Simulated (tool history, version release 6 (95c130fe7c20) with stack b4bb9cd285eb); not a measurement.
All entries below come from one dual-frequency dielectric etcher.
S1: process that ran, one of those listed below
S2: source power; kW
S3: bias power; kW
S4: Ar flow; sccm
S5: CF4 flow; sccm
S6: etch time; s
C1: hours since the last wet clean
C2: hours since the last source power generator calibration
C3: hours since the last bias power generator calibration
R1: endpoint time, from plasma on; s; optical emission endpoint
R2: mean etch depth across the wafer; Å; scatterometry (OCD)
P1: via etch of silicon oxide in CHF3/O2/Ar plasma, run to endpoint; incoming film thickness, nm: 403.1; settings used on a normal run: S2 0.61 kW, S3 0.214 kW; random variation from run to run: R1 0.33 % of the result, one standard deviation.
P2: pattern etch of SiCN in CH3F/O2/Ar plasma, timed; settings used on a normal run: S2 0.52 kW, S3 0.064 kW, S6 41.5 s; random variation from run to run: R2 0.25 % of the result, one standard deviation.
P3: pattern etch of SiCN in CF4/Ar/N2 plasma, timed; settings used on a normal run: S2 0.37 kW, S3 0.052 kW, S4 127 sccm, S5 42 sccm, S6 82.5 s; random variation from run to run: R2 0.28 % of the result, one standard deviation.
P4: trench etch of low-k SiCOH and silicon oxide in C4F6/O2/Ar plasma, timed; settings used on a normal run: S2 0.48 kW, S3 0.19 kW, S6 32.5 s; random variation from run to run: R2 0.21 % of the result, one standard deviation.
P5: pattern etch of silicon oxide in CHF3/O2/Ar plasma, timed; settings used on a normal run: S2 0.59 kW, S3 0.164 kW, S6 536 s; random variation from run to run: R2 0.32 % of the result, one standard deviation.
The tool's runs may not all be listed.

run   hour  S1    S2     S3   S4  S5     S6     C1      C2      C3      R1      R2
  1    8.3  P1  0.61  0.214                  211.8  3039.2  1700.9  190.65
  2   14.8  P3  0.37  0.063  127  42   82.5  218.3  3045.7  1707.4          495.14
  3   19.1  P1  0.61  0.265                  222.6    3050  1711.7  176.09
  4   25.3  P2  0.52  0.088            41.5  228.8  3056.2  1717.9          180.15
  5   30.8  P1  0.86  0.214                  234.3  3061.7  1723.4  167.03
  6   36.5  P1  0.61  0.214                    240  3067.4  1729.1  190.79
  7     44  P3  0.46  0.052  127  42   82.5  247.5  3074.9  1736.6          557.44
  8   50.6  P5  0.59  0.164             536  254.1  3081.5  1743.2           10277
  9   58.7  P5  0.59  0.164             536  262.2  3089.6  1751.3           10207
 10   66.1  P4  0.48   0.19            32.5  269.6    3097  1758.7          1089.8
 11   73.9  P1   0.5  0.214                  277.4  3104.8  1766.5  203.89
 12   80.4  P1  0.71  0.284                  283.9  3111.3    1773   161.6
 13   88.4  P4  0.48   0.19            32.5  291.9  3119.3    1781          1089.6
 14   92.6  P3  0.37  0.052  127  54   82.5  296.1  3123.5  1785.2          481.97
 15   98.7  P1  0.61  0.214                  302.2  3129.6  1791.3   190.4
 16  104.7  P3  0.37  0.052  127  42   82.5  308.2  3135.6  1797.3          459.75
 17  113.3  P2  0.52  0.064            41.5  316.8  3144.2  1805.9          160.92
 18  119.2  P3  0.37  0.052  164  42   82.5  322.7  3150.1  1811.8          437.29
 19  126.2  P4  0.48   0.19              22  329.7  3157.1  1818.8          738.11
 20  131.7  P5  0.59  0.229             536  335.2  3162.6  1824.3           11506
 21  140.2  P1  0.61  0.214                  343.7  3171.1  1832.8  189.21
 22  148.7  P2  0.52  0.064            62.5  352.2  3179.6  1841.3          243.24
 23  157.6  P3  0.37  0.052  127  42   82.5  361.1  3188.5  1850.2          460.01
 24    164  P2  0.71  0.064            41.5  367.5  3194.9  1856.6          181.29
     167.9  -- bias power generator calibrated
 25  172.1  P1  0.61  0.141                  375.6    3203     4.2  218.99
 26  180.3  P4  0.32   0.19            32.5  383.8  3211.2    12.4          932.51
 27  185.3  P5  0.59  0.164           785.5  388.8  3216.2    17.4           15042
 28    194  P5  0.35  0.164             536  397.5  3224.9    26.1          8346.4
 29  199.5  P3  0.37  0.052  127  42   54.5    403  3230.4    31.6          304.31
 30  204.1  P1  0.61  0.214                  407.6    3235    36.2  189.36
 31  212.2  P1  0.45   0.29                  415.7  3243.1    44.3  191.04
 32  219.4  P4  0.48  0.247            32.5  422.9  3250.3    51.5          1190.1
 33    224  P1  0.61  0.214                  427.5  3254.9    56.1  190.82
 34  232.1  P1  0.61  0.214                  435.6    3263    64.2  191.98
 35  240.7  P1  0.61  0.214                  444.2  3271.6    72.8  193.39
 36  246.5  P1  0.61  0.214                    450  3277.4    78.6  194.22
 37  252.9  P1  0.61  0.214                  456.4  3283.8      85  193.77
       257  -- wet clean of the chamber
 38  261.6  P1  0.61  0.214                    4.7  3292.5    93.7  193.99
 39  268.4  P1  0.61  0.214                   11.5  3299.3   100.5  193.69

What P1 gives has crept away from where it was. These 2 causes fit the log equally well, each at the size given:
A: source power that arrives under what is set, % = 4.26
B: bias power that arrives under what is set, % = 4.66
The process output started creeping at around hour 224.
What rules out each remaining cause:
chamber walls in a state that lowers the etch rate, %: its service at hour 257 followed the start of the drift and did not put the process back to its old value

Each of the 4 check runs below uses one wafer; its results are left as question marks. Which run tells the causes apart?
check 1  275.2  P4  0.32   0.19           32.5                   ?
check 2  275.2  P3  0.37  0.052  127  53  82.5                   ?
check 3  275.2  P5  0.47  0.164            731                   ?
check 4  275.2  P2   0.7  0.064             51                   ?

If the cause were each of the candidates in turn, the checks would give the following:
  check  result    if A    if B
check 1      R2   917.4  918.67
check 2      R2  462.61  472.43
check 3      R2   12608   12617
check 4      R2  217.95  218.21
Gap, in per cent, between the two causes that each check separates least, read from the result that separates them most: check 1 0.14 %; check 2 2.1 %; check 3 0.07 %; check 4 0.12 %
Of the check runs offered, only check 2 discriminates between the causes; the rest would read about the same regardless of which cause applies.

The results of check 2 are: R2 461.5 Å. Based on these, which of the listed causes is it?

It is A: source power that arrives under what is set, %.

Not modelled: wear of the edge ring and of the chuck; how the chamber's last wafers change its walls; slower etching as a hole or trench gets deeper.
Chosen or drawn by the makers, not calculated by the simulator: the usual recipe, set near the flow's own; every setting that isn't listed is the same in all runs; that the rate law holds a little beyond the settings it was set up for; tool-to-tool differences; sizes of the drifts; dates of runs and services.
